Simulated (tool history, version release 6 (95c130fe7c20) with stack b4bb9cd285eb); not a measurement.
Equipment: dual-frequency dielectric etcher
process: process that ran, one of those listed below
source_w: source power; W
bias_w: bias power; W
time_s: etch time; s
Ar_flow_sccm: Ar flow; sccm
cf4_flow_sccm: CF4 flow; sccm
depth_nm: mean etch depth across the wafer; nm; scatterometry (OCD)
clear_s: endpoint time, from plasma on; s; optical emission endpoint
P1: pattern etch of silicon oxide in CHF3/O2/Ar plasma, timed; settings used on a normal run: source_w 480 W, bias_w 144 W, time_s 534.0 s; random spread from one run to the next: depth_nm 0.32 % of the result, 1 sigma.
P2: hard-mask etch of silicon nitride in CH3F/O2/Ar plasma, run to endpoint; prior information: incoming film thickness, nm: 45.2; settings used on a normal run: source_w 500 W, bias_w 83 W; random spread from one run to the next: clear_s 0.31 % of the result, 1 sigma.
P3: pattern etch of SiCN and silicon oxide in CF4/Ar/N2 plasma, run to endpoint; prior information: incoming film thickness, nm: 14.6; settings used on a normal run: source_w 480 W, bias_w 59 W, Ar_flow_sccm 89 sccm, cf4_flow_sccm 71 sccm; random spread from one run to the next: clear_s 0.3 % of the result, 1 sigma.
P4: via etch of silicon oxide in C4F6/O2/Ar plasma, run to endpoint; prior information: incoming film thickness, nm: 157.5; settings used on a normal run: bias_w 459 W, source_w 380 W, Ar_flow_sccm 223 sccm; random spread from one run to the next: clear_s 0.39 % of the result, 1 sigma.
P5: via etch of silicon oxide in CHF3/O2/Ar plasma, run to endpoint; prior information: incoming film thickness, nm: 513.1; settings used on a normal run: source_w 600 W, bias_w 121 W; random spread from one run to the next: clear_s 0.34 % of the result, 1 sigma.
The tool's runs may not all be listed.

Run 1, hour 9.7: process P1, source_w 480 W, bias_w 144 W, time_s 534.0 s. Result: depth_nm 898.58 nm.
Run 2, hour 21.2: process P3, source_w 480 W, bias_w 34 W, Ar_flow_sccm 89 sccm, cf4_flow_sccm 71 sccm. Result: clear_s 20.334 s.
Run 3, hour 30.0: process P1, source_w 480 W, bias_w 185 W, time_s 534.0 s. Result: depth_nm 971.38 nm.
Run 4, hour 39.0: process P2, source_w 500 W, bias_w 83 W. Result: clear_s 58.032 s.
Run 5, hour 51.4: process P2, source_w 650 W, bias_w 83 W. Result: clear_s 52.244 s.
Run 6, hour 59.6: process P1, source_w 480 W, bias_w 144 W, time_s 710.5 s. Result: depth_nm 1198.40 nm.
Run 7, hour 68.8: process P1, source_w 480 W, bias_w 144 W, time_s 534.0 s. Result: depth_nm 898.42 nm.
Run 8, hour 74.9: process P3, source_w 480 W, bias_w 59 W, Ar_flow_sccm 123 sccm, cf4_flow_sccm 71 sccm. Result: clear_s 18.312 s.
Run 9, hour 85.9: process P4, source_w 380 W, bias_w 459 W, Ar_flow_sccm 176 sccm. Result: clear_s 34.712 s.
Run 10, hour 93.8: process P1, source_w 480 W, bias_w 144 W, time_s 534.0 s. Result: depth_nm 890.69 nm.
Run 11, hour 104.7: process P3, source_w 640 W, bias_w 59 W, Ar_flow_sccm 89 sccm, cf4_flow_sccm 71 sccm. Result: clear_s 13.401 s.
Run 12, hour 113.8: process P5, source_w 600 W, bias_w 77 W. Result: clear_s 351.180 s.
Run 13, hour 120.0: process P1, source_w 480 W, bias_w 144 W, time_s 394.0 s. Result: depth_nm 662.12 nm.
Run 14, hour 132.6: process P4, source_w 380 W, bias_w 459 W, Ar_flow_sccm 223 sccm. Result: clear_s 36.002 s.
Run 15, hour 144.2: process P5, source_w 600 W, bias_w 121 W. Result: clear_s 305.860 s.
Run 16, hour 156.5: process P4, source_w 480 W, bias_w 459 W, Ar_flow_sccm 223 sccm. Result: clear_s 32.848 s.
Run 17, hour 163.9: process P1, source_w 290 W, bias_w 144 W, time_s 298.0 s. Result: depth_nm 410.43 nm.
Run 18, hour 170.9: process P1, source_w 680 W, bias_w 144 W, time_s 534.0 s. Result: depth_nm 1029.20 nm.
Run 19, hour 180.0: process P1, source_w 480 W, bias_w 144 W, time_s 534.0 s. Result: depth_nm 899.68 nm.
Run 20, hour 190.1: process P5, source_w 600 W, bias_w 121 W. Result: clear_s 306.490 s.
Run 21, hour 200.9: process P2, source_w 500 W, bias_w 54 W. Result: clear_s 66.613 s.
Run 22, hour 212.9: process P5, source_w 430 W, bias_w 121 W. Result: clear_s 348.520 s.
Run 23, hour 222.0: process P1, source_w 480 W, bias_w 144 W, time_s 534.0 s. Result: depth_nm 897.37 nm.
Run 24, hour 233.3: process P1, source_w 480 W, bias_w 109 W, time_s 534.0 s. Result: depth_nm 818.52 nm.
Run 25, hour 241.3: process P1, source_w 300 W, bias_w 144 W, time_s 534.0 s. Result: depth_nm 745.46 nm.
Run 26, hour 252.7: process P3, source_w 480 W, bias_w 59 W, Ar_flow_sccm 89 sccm, cf4_flow_sccm 71 sccm. Result: clear_s 17.410 s.
Run 27, hour 258.9: process P2, source_w 500 W, bias_w 83 W. Result: clear_s 57.853 s.
Run 28, hour 271.0: process P4, source_w 380 W, bias_w 624 W, Ar_flow_sccm 223 sccm. Result: clear_s 31.742 s.

Expected results for the next run?
Run 29, hour 282.2: process P1, source_w 480 W, bias_w 144 W, time_s 534.0 s. Result: depth_nm ?.

{"run 29": {"depth_nm": 896.76}}
